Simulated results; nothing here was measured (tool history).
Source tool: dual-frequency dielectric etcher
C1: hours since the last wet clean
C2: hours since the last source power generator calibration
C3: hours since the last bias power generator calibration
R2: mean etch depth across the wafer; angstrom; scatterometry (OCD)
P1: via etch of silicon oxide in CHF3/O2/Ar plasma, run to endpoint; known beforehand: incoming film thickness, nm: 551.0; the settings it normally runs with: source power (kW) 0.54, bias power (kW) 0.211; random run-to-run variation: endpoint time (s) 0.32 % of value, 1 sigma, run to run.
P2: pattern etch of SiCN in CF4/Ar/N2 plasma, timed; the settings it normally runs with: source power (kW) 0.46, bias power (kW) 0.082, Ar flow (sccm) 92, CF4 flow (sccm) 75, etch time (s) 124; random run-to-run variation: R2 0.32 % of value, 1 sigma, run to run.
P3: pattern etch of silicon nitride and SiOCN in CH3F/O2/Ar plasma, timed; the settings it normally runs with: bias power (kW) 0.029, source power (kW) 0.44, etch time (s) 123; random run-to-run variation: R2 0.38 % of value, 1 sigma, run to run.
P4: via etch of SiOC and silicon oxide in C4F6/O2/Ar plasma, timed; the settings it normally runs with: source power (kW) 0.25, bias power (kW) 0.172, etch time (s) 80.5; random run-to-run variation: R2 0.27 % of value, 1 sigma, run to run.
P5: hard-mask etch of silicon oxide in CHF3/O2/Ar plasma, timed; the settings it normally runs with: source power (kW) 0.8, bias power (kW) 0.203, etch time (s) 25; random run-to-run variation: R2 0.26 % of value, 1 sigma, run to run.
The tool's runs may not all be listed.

run 1 hour=16.7 | process_that_ran=P1 source_power_(kW)=0.54 bias_power_(kW)=0.211 | C1=87.1 C2=625.3 C3=1272.3 | endpoint_time_(s)=280.81
run 2 hour=24.9 | process_that_ran=P5 source_power_(kW)=0.8 bias_power_(kW)=0.281 etch_time_(s)=25 | C1=95.3 C2=633.5 C3=1280.5 | R2=648.36
run 3 hour=42.4 | process_that_ran=P1 source_power_(kW)=0.74 bias_power_(kW)=0.211 | C1=112.8 C2=651 C3=1298 | endpoint_time_(s)=251.03
run 4 hour=56.7 | process_that_ran=P4 source_power_(kW)=0.25 bias_power_(kW)=0.172 etch_time_(s)=80.5 | C1=127.1 C2=665.3 C3=1312.3 | R2=740.53
run 5 hour=64.7 | process_that_ran=P1 source_power_(kW)=0.44 bias_power_(kW)=0.291 | C1=135.1 C2=673.3 C3=1320.3 | endpoint_time_(s)=271.67
run 6 hour=80.2 | process_that_ran=P2 source_power_(kW)=0.46 bias_power_(kW)=0.082 etch_time_(s)=124 Ar_flow_(sccm)=109 CF4_flow_(sccm)=75 | C1=150.6 C2=688.8 C3=1335.8 | R2=1142.1
run 7 hour=90.4 | process_that_ran=P2 source_power_(kW)=0.36 bias_power_(kW)=0.082 etch_time_(s)=124 Ar_flow_(sccm)=92 CF4_flow_(sccm)=75 | C1=160.8 C2=699 C3=1346 | R2=946.44
run 8 hour=101.9 | process_that_ran=P3 source_power_(kW)=0.44 bias_power_(kW)=0.029 etch_time_(s)=123 | C1=172.3 C2=710.5 C3=1357.5 | R2=194.27
run 9 hour=120 | process_that_ran=P2 source_power_(kW)=0.46 bias_power_(kW)=0.082 etch_time_(s)=124 Ar_flow_(sccm)=92 CF4_flow_(sccm)=106 | C1=190.4 C2=728.6 C3=1375.6 | R2=1226.7
run 10 hour=137.8 | process_that_ran=P2 source_power_(kW)=0.46 bias_power_(kW)=0.082 etch_time_(s)=71 Ar_flow_(sccm)=92 CF4_flow_(sccm)=75 | C1=208.2 C2=746.4 C3=1393.4 | R2=673.49
run 11 hour=145.9 | process_that_ran=P1 source_power_(kW)=0.42 bias_power_(kW)=0.27 | C1=216.3 C2=754.5 C3=1401.5 | endpoint_time_(s)=284.22
run 12 hour=163.3 | process_that_ran=P5 source_power_(kW)=1.09 bias_power_(kW)=0.203 etch_time_(s)=25 | C1=233.7 C2=771.9 C3=1418.9 | R2=652.44
run 13 hour=177.6 | process_that_ran=P4 source_power_(kW)=0.18 bias_power_(kW)=0.172 etch_time_(s)=80.5 | C1=248 C2=786.2 C3=1433.2 | R2=654.02
run 14 hour=189.1 | process_that_ran=P1 source_power_(kW)=0.54 bias_power_(kW)=0.211 | C1=259.5 C2=797.7 C3=1444.7 | endpoint_time_(s)=282.76
run 15 hour=204 | process_that_ran=P4 source_power_(kW)=0.25 bias_power_(kW)=0.172 etch_time_(s)=56.5 | C1=274.4 C2=812.6 C3=1459.6 | R2=518.87
run 16 hour=217.4 | process_that_ran=P3 source_power_(kW)=0.44 bias_power_(kW)=0.029 etch_time_(s)=67.5 | C1=287.8 C2=826 C3=1473 | R2=106.63
run 17 hour=225.7 | process_that_ran=P1 source_power_(kW)=0.54 bias_power_(kW)=0.136 | C1=296.1 C2=834.3 C3=1481.3 | endpoint_time_(s)=327.45
run 18 hour=243.3 | process_that_ran=P1 source_power_(kW)=0.54 bias_power_(kW)=0.211 | C1=313.7 C2=851.9 C3=1498.9 | endpoint_time_(s)=281.38
run 19 hour=260.1 | process_that_ran=P4 source_power_(kW)=0.25 bias_power_(kW)=0.118 etch_time_(s)=80.5 | C1=330.5 C2=868.7 C3=1515.7 | R2=657.48
run 20 hour=272 | process_that_ran=P5 source_power_(kW)=0.8 bias_power_(kW)=0.203 etch_time_(s)=25 | C1=342.4 C2=880.6 C3=1527.6 | R2=579.46
run 21 hour=289.9 | process_that_ran=P3 source_power_(kW)=0.44 bias_power_(kW)=0.023 etch_time_(s)=123 | C1=360.3 C2=898.5 C3=1545.5 | R2=176.16
run 22 hour=301.6 | process_that_ran=P1 source_power_(kW)=0.54 bias_power_(kW)=0.211 | C1=372 C2=910.2 C3=1557.2 | endpoint_time_(s)=282.6
run 23 hour=315.3 | process_that_ran=P1 source_power_(kW)=0.54 bias_power_(kW)=0.278 | C1=385.7 C2=923.9 C3=1570.9 | endpoint_time_(s)=254.46
run 24 hour=325.2 | process_that_ran=P1 source_power_(kW)=0.54 bias_power_(kW)=0.211 | C1=395.6 C2=933.8 C3=1580.8 | endpoint_time_(s)=281.17
run 25 hour=338.6 | process_that_ran=P1 source_power_(kW)=0.35 bias_power_(kW)=0.211 | C1=409 C2=947.2 C3=1594.2 | endpoint_time_(s)=330.96
run 26 hour=346.8 | process_that_ran=P2 source_power_(kW)=0.46 bias_power_(kW)=0.082 etch_time_(s)=124 Ar_flow_(sccm)=92 CF4_flow_(sccm)=75 | C1=417.2 C2=955.4 C3=1602.4 | R2=1176.1
run 27 hour=361.7 | process_that_ran=P2 source_power_(kW)=0.46 bias_power_(kW)=0.058 etch_time_(s)=124 Ar_flow_(sccm)=92 CF4_flow_(sccm)=75 | C1=432.1 C2=970.3 C3=1617.3 | R2=1050
run 28 hour=372.5 | process_that_ran=P5 source_power_(kW)=0.8 bias_power_(kW)=0.203 etch_time_(s)=25 | C1=442.9 C2=981.1 C3=1628.1 | R2=578.43
run 29 hour=381.3 | process_that_ran=P5 source_power_(kW)=0.8 bias_power_(kW)=0.203 etch_time_(s)=18 | C1=451.7 C2=989.9 C3=1636.9 | R2=416.16
-- hour=382 bias power generator calibrated
run 30 hour=391.8 | process_that_ran=P1 source_power_(kW)=0.54 bias_power_(kW)=0.211 | C1=462.2 C2=1000.4 C3=9.8 | endpoint_time_(s)=281.8
run 31 hour=400.2 | process_that_ran=P3 source_power_(kW)=0.44 bias_power_(kW)=0.029 etch_time_(s)=123 | C1=470.6 C2=1008.8 C3=18.2 | R2=195.94
run 32 hour=417.9 | process_that_ran=P3 source_power_(kW)=0.62 bias_power_(kW)=0.029 etch_time_(s)=123 | C1=488.3 C2=1026.5 C3=35.9 | R2=219.47
run 33 hour=429.7 | process_that_ran=P1 source_power_(kW)=0.54 bias_power_(kW)=0.211 | C1=500.1 C2=1038.3 C3=47.7 | endpoint_time_(s)=281.53
run 34 hour=443.6 | process_that_ran=P1 source_power_(kW)=0.54 bias_power_(kW)=0.211 | C1=514 C2=1052.2 C3=61.6 | endpoint_time_(s)=286.18
run 35 hour=458.8 | process_that_ran=P1 source_power_(kW)=0.54 bias_power_(kW)=0.211 | C1=529.2 C2=1067.4 C3=76.8 | endpoint_time_(s)=284.92
run 36 hour=469.7 | process_that_ran=P1 source_power_(kW)=0.54 bias_power_(kW)=0.211 | C1=540.1 C2=1078.3 C3=87.7 | endpoint_time_(s)=286.08
-- hour=473 wet clean of the chamber
run 37 hour=481.5 | process_that_ran=P1 source_power_(kW)=0.54 bias_power_(kW)=0.211 | C1=8.5 C2=1090.1 C3=99.5 | endpoint_time_(s)=287.38
run 38 hour=490.7 | process_that_ran=P1 source_power_(kW)=0.54 bias_power_(kW)=0.211 | C1=17.7 C2=1099.3 C3=108.7 | endpoint_time_(s)=284.55
run 39 hour=502.1 | process_that_ran=P1 source_power_(kW)=0.54 bias_power_(kW)=0.211 | C1=29.1 C2=1110.7 C3=120.1 | endpoint_time_(s)=287.55

P1 no longer gives what it gave before; its output has crept away from where it was. The following 2 causes, each at its listed size, fit the log equally well:
A: bias power that arrives under what is set, % = 4.48
B: source power that arrives under what is set, % = 4.13
At approximately hour 429.7, the process output began to creep.
Other possible causes, and why each is ruled out:
chamber walls in a state that lowers the etch rate, %: work on it at hour 473, done after the drift set in, did not restore what the process gave before

Consider the 4 check runs below, whose results appear as question marks and each of which averages 2 wafers. Which one distinguishes the causes, in that each cause would give it a clearly different result?
run check 1 hour=513.5 | process_that_ran=P4 source_power_(kW)=0.25 bias_power_(kW)=0.123 etch_time_(s)=61 | R2=?
run check 2 hour=513.5 | process_that_ran=P5 source_power_(kW)=0.8 bias_power_(kW)=0.278 etch_time_(s)=20 | R2=?
run check 3 hour=513.5 | process_that_ran=P3 source_power_(kW)=0.61 bias_power_(kW)=0.029 etch_time_(s)=83 | R2=?
run check 4 hour=513.5 | process_that_ran=P2 source_power_(kW)=0.46 bias_power_(kW)=0.082 etch_time_(s)=92 Ar_flow_(sccm)=92 CF4_flow_(sccm)=75 | R2=?

What every check run would give for each of its results, assuming each possible cause in turn:
check=check_1 result=R2 if_A=497.62 if_B=496.35
check=check_2 result=R2 if_A=508.84 if_B=509.09
check=check_3 result=R2 if_A=144.18 if_B=145.1
check=check_4 result=R2 if_A=856.83 if_B=838.89
Per-check spread between the two closest causes, in the result where they differ most: check 1 0.26 %; check 2 0.05 %; check 3 0.63 %; check 4 2.12 %
Check 4 tells the causes apart: in the others they would give nearly the same result.

Running check 4 produced the following: R2 837.29 angstrom. Which one of the listed causes fits?

It is B: source power that arrives under what is set, %.

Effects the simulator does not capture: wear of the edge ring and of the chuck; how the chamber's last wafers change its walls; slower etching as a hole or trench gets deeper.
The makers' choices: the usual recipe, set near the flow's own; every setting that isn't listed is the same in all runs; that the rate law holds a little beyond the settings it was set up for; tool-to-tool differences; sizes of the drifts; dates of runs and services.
